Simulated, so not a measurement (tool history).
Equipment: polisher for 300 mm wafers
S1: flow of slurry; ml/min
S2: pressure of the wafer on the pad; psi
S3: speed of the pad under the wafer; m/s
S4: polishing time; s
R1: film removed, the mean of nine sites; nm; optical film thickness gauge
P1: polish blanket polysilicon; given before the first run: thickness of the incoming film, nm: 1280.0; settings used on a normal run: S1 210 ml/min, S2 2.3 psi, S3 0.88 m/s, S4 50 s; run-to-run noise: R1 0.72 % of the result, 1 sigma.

run   hour   S1   S2    S3  S4      R1
  1    7.3  210  2.3  0.88  50  299.78
  2   15.1  150  2.3  0.88  50  283.39
  3   22.1  210  2.3  0.88  50  294.95
  4     29  325  2.3  0.88  50  315.37
  5   34.8  210  2.3  1.34  50  457.21
  6   44.4  210    3  0.88  77  596.14
  7   52.5  210  2.3  0.88  69  411.88
  8   59.9  210  2.3  0.88  50  293.94
  9   69.4  210  2.3  0.88  22  132.22
 10   76.8  210  3.6  0.88  50  468.36
 11   83.6  210    1  0.88  50   130.8
 12   91.6  210  2.3  0.52  50  177.46
 13  103.5  210  1.5   1.3  50  288.61
 14  112.3  210  2.3  0.88  50  304.21

What will run 15 give?
 15  118.7  210  2.3  0.88  50   ?

For run 15 the tool returned R1 300.54 nm.
